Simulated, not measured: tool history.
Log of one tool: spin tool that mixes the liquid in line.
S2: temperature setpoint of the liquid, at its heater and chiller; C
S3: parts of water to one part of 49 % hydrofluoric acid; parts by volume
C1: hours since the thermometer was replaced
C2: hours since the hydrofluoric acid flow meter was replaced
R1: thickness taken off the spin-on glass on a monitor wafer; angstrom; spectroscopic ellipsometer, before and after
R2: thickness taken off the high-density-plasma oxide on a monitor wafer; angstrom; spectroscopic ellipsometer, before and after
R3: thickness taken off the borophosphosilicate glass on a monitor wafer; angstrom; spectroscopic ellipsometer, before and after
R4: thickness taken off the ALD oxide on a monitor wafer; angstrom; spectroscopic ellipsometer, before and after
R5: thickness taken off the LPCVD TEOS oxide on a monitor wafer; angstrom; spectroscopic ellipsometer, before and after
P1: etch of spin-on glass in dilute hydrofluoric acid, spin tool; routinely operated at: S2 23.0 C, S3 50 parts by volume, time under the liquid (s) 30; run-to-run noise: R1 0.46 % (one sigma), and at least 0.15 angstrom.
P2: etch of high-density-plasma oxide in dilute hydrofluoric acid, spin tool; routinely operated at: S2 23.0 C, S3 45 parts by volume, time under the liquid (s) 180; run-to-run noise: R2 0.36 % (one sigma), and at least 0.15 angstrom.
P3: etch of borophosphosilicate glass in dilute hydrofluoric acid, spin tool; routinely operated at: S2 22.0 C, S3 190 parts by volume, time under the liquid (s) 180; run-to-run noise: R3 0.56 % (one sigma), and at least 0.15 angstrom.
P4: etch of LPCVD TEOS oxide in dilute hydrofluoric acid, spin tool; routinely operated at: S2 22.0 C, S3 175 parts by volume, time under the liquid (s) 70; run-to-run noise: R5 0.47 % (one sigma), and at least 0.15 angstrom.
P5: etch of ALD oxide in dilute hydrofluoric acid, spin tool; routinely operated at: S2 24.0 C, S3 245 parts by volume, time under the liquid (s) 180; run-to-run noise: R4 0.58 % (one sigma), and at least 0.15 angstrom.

Run 1, hour 4.5: process that ran P1, S2 23.0 C, S3 50 parts by volume, time under the liquid (s) 30; C1 146.2; C2 1184.2. Result: R1 226.74 angstrom.
Run 2, hour 8.9: process that ran P1, S2 23.0 C, S3 50 parts by volume, time under the liquid (s) 60; C1 150.6; C2 1188.6. Result: R1 454.41 angstrom.
Run 3, hour 12.4: process that ran P1, S2 17.0 C, S3 50 parts by volume, time under the liquid (s) 30; C1 154.1; C2 1192.1. Result: R1 175.27 angstrom.
Run 4, hour 17.0: process that ran P2, S2 23.0 C, S3 45 parts by volume, time under the liquid (s) 180; C1 158.7; C2 1196.7. Result: R2 244.14 angstrom.
Run 5, hour 20.6: process that ran P3, S2 22.0 C, S3 190 parts by volume, time under the liquid (s) 35; C1 162.3; C2 1200.3. Result: R3 53.32 angstrom.
Run 6, hour 23.3: process that ran P5, S2 24.0 C, S3 420 parts by volume, time under the liquid (s) 180; C1 165.0; C2 1203.0. Result: R4 44.608 angstrom.
Run 7, hour 26.9: process that ran P3, S2 22.0 C, S3 190 parts by volume, time under the liquid (s) 180; C1 168.6; C2 1206.6. Result: R3 276.62 angstrom.
Run 8, hour 30.1: process that ran P3, S2 22.0 C, S3 190 parts by volume, time under the liquid (s) 180; C1 171.8; C2 1209.8. Result: R3 275.40 angstrom.
Run 9, hour 33.4: process that ran P4, S2 17.0 C, S3 175 parts by volume, time under the liquid (s) 70; C1 175.1; C2 1213.1. Result: R5 47.307 angstrom.
Run 10, hour 36.2: process that ran P3, S2 17.0 C, S3 190 parts by volume, time under the liquid (s) 180; C1 177.9; C2 1215.9. Result: R3 225.15 angstrom.
Run 11, hour 39.1: process that ran P1, S2 23.0 C, S3 50 parts by volume, time under the liquid (s) 30; C1 180.8; C2 1218.8. Result: R1 226.46 angstrom.
Run 12, hour 41.5: process that ran P5, S2 30.5 C, S3 245 parts by volume, time under the liquid (s) 180; C1 183.2; C2 1221.2. Result: R4 112.930 angstrom.
Run 13, hour 45.6: process that ran P5, S2 24.0 C, S3 245 parts by volume, time under the liquid (s) 180; C1 187.3; C2 1225.3. Result: R4 90.160 angstrom.
Run 14, hour 48.5: process that ran P4, S2 22.0 C, S3 175 parts by volume, time under the liquid (s) 70; C1 190.2; C2 1228.2. Result: R5 57.643 angstrom.
Run 15, hour 51.5: process that ran P5, S2 24.0 C, S3 245 parts by volume, time under the liquid (s) 25; C1 193.2; C2 1231.2. Result: R4 12.451 angstrom.
Run 16, hour 55.2: process that ran P2, S2 23.0 C, S3 75 parts by volume, time under the liquid (s) 180; C1 196.9; C2 1234.9. Result: R2 141.65 angstrom.
Run 17, hour 57.7: process that ran P1, S2 23.0 C, S3 50 parts by volume, time under the liquid (s) 15; C1 199.4; C2 1237.4. Result: R1 114.13 angstrom.
Run 18, hour 61.5: process that ran P4, S2 22.0 C, S3 75 parts by volume, time under the liquid (s) 70; C1 203.2; C2 1241.2. Result: R5 150.600 angstrom.
Run 19, hour 65.5: process that ran P1, S2 31.0 C, S3 50 parts by volume, time under the liquid (s) 30; C1 207.2; C2 1245.2. Result: R1 312.36 angstrom.
Run 20, hour 69.2: process that ran P1, S2 23.0 C, S3 20 parts by volume, time under the liquid (s) 30; C1 210.9; C2 1248.9. Result: R1 591.11 angstrom.
Run 21, hour 71.6: process that ran P1, S2 23.0 C, S3 50 parts by volume, time under the liquid (s) 30; C1 213.3; C2 1251.3. Result: R1 227.36 angstrom.
Run 22, hour 76.0: process that ran P3, S2 22.0 C, S3 80 parts by volume, time under the liquid (s) 180; C1 217.7; C2 1255.7. Result: R3 733.76 angstrom.

For run 23, what comes out?
Run 23, hour 79.2: process that ran P1, S2 23.0 C, S3 50 parts by volume, time under the liquid (s) 30; C1 220.9; C2 1258.9. Result: R1 ?.

{"run 23": {"R1": 228.21}}
